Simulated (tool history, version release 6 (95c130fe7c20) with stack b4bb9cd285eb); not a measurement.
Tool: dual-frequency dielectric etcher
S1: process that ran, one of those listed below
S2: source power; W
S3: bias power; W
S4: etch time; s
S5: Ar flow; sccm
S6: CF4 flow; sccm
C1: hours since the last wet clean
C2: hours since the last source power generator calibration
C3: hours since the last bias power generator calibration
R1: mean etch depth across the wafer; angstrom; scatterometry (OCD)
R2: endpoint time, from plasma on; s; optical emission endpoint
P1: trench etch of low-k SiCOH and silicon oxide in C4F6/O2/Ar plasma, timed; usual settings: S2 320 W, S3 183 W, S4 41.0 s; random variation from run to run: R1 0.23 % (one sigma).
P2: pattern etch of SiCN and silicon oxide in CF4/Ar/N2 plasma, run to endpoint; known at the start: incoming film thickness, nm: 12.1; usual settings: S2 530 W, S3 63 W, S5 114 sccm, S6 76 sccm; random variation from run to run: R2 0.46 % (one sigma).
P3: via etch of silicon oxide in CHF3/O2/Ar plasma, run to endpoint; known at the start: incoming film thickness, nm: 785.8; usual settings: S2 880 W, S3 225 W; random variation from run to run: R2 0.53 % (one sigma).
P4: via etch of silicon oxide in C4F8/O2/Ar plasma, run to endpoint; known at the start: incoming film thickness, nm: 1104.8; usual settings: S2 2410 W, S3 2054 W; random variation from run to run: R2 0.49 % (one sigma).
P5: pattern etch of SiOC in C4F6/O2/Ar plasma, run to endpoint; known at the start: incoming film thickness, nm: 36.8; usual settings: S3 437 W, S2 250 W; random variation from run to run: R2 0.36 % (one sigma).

| run | day | S1 | S2 | S3 | S4 | S5 | S6 | C1 | C2 | C3 | R1 | R2 |
|---|---|---|---|---|---|---|---|---|---|---|---|---|
| 1 | 0.596 | P1 | 320 | 183 | 41.0 |  |  | 298.9 | 2950.7 | 982.7 | 1229.60 |  |
| 2 | 1.012 | P1 | 320 | 183 | 41.0 |  |  | 308.9 | 2960.7 | 992.7 | 1231.20 |  |
| 3 | 1.650 | P5 | 250 | 437 |  |  |  | 324.2 | 2976.0 | 1008.0 |  | 15.221 |
| 4 | 1.967 | P3 | 1210 | 225 |  |  |  | 331.8 | 2983.6 | 1015.6 |  | 275.630 |
| 5 | 2.604 | P1 | 250 | 112 | 41.0 |  |  | 347.1 | 2998.9 | 1030.9 | 958.88 |  |
| 6 | 3.150 | P4 | 3100 | 2054 |  |  |  | 360.2 | 3012.0 | 1044.0 |  | 186.130 |
| 7 | 3.496 | P1 | 320 | 142 | 41.0 |  |  | 368.5 | 3020.3 | 1052.3 | 1134.80 |  |
| 8 | 4.075 | P5 | 330 | 437 |  |  |  | 382.4 | 3034.2 | 1066.2 |  | 13.748 |
| 9 | 4.767 | P5 | 250 | 588 |  |  |  | 399.0 | 3050.8 | 1082.8 |  | 13.638 |
| 10 | 5.258 | P1 | 320 | 183 | 31.0 |  |  | 410.8 | 3062.6 | 1094.6 | 928.95 |  |
| 11 | 5.692 | P2 | 530 | 63 |  | 114 | 76 | 421.2 | 3073.0 | 1105.0 |  | 12.968 |
| 12 | 6.354 | P3 | 880 | 286 |  |  |  | 437.1 | 3088.9 | 1120.9 |  | 286.990 |
| 13 | 7.033 | P5 | 250 | 437 |  |  |  | 453.4 | 3105.2 | 1137.2 |  | 15.240 |
| 14 | 7.492 | P1 | 210 | 183 | 41.0 |  |  | 464.4 | 3116.2 | 1148.2 | 1046.10 |  |
| 15 | 8.117 | P1 | 320 | 183 | 41.0 |  |  | 479.4 | 3131.2 | 1163.2 | 1227.20 |  |
| 16 | 8.488 | P2 | 350 | 63 |  | 114 | 76 | 488.3 | 3140.1 | 1172.1 |  | 18.563 |
| 17 | 9.133 | P2 | 530 | 63 |  | 114 | 76 | 503.8 | 3155.6 | 1187.6 |  | 12.817 |
| 18 | 9.704 | P2 | 530 | 41 |  | 114 | 76 | 517.5 | 3169.3 | 1201.3 |  | 14.715 |
| 19 | 10.367 | P1 | 260 | 250 | 41.0 |  |  | 533.4 | 3185.2 | 1217.2 | 1259.10 |  |
| 20 | 10.942 | P1 | 320 | 251 | 41.0 |  |  | 547.2 | 3199.0 | 1231.0 | 1365.20 |  |
| 21 | 11.450 | P1 | 320 | 183 | 41.0 |  |  | 559.4 | 3211.2 | 1243.2 | 1228.00 |  |
| 22 | 12.021 | P4 | 2410 | 2054 |  |  |  | 573.1 | 3224.9 | 1256.9 |  | 204.290 |
| 23 | 12.483 | P3 | 880 | 225 |  |  |  | 584.2 | 3236.0 | 1268.0 |  | 312.300 |
| 24 | 12.975 | P1 | 320 | 183 | 41.0 |  |  | 596.0 | 3247.8 | 1279.8 | 1230.40 |  |
| 25 | 13.308 | P1 | 320 | 183 | 41.0 |  |  | 604.0 | 3255.8 | 1287.8 | 1234.20 |  |
| 26 | 13.621 | P2 | 530 | 63 |  | 90 | 76 | 611.5 | 3263.3 | 1295.3 |  | 12.411 |
| 27 | 13.975 | P3 | 880 | 225 |  |  |  | 620.0 | 3271.8 | 1303.8 |  | 310.300 |
| 28 | 14.333 | P1 | 320 | 183 | 55.5 |  |  | 628.6 | 3280.4 | 1312.4 | 1660.70 |  |
| 29 | 14.967 | P1 | 410 | 183 | 41.0 |  |  | 643.8 | 3295.6 | 1327.6 | 1356.30 |  |
| 30 | 15.296 | P2 | 530 | 63 |  | 114 | 55 | 651.7 | 3303.5 | 1335.5 |  | 13.590 |
| 31 | 15.738 | P1 | 210 | 183 | 58.5 |  |  | 662.3 | 3314.1 | 1346.1 | 1495.30 |  |
| 32 | 16.312 | P4 | 2410 | 2760 |  |  |  | 676.1 | 3327.9 | 1359.9 |  | 187.390 |
| 33 | 16.975 | P1 | 320 | 183 | 41.0 |  |  | 692.0 | 3343.8 | 1375.8 | 1231.60 |  |
| 34 | 17.500 | P1 | 320 | 183 | 41.0 |  |  | 704.6 | 3356.4 | 1388.4 | 1223.60 |  |
| 35 | 18.167 | P1 | 320 | 183 | 41.0 |  |  | 720.6 | 3372.4 | 1404.4 | 1216.50 |  |
| 36 | 18.829 | P1 | 320 | 183 | 41.0 |  |  | 736.5 | 3388.3 | 1420.3 | 1214.40 |  |
| 37 | 19.317 | P1 | 320 | 183 | 41.0 |  |  | 748.2 | 3400.0 | 1432.0 | 1213.00 |  |
| 38 | 19.912 | P1 | 320 | 183 | 41.0 |  |  | 762.5 | 3414.3 | 1446.3 | 1211.60 |  |
|  | 20.392 | wet clean of the chamber |
| 39 | 20.512 | P1 | 320 | 183 | 41.0 |  |  | 2.9 | 3428.7 | 1460.7 | 1208.00 |  |
| 40 | 20.850 | P1 | 320 | 183 | 41.0 |  |  | 11.0 | 3436.8 | 1468.8 | 1208.60 |  |
| 41 | 21.488 | P1 | 320 | 183 | 41.0 |  |  | 26.3 | 3452.1 | 1484.1 | 1213.80 |  |
| 42 | 22.021 | P1 | 320 | 183 | 41.0 |  |  | 39.1 | 3464.9 | 1496.9 | 1211.70 |  |
| 43 | 22.633 | P1 | 320 | 183 | 41.0 |  |  | 53.8 | 3479.6 | 1511.6 | 1208.30 |  |

What P1 gives has crept away from where it was. These 2 causes fit the log equally well, each at the size given:
A: source power that arrives under what is set, % = 4
B: bias power that arrives under what is set, % = 4.81
The creep began at about day 16.975.
Why every other cause is out:
chamber walls in a state that lowers the etch rate, %: serviced at day 20.392, which brought nothing back

4 check runs are offered, each on 3 wafers whose results are averaged, their results left as question marks. Which one tells the causes apart?
| check 1 | 23.246 | P4 | 3050 | 2472 |  |  |  |  |  |  |  | ? |
| check 2 | 23.246 | P3 | 880 | 284 |  |  |  |  |  |  |  | ? |
| check 3 | 23.246 | P2 | 530 | 63 |  | 96 | 65 |  |  |  |  | ? |
| check 4 | 23.246 | P5 | 330 | 437 |  |  |  |  |  |  |  | ? |

What each check would give under each cause:
| check | result | if A | if B |
|---|---|---|---|
| check 1 | R2 | 179.310 | 178.950 |
| check 2 | R2 | 292.670 | 293.310 |
| check 3 | R2 | 13.328 | 13.061 |
| check 4 | R2 | 13.968 | 14.010 |
How far apart the two closest causes lie, in the result that separates them most: check 1 0.2 %; check 2 0.22 %; check 3 2.03 %; check 4 0.31 %
Check 3 tells the causes apart: in the others they would give nearly the same result.

Check 3 was then run and gave: R2 13.335 s. Which cause is it?

It is A: source power that arrives under what is set, %.
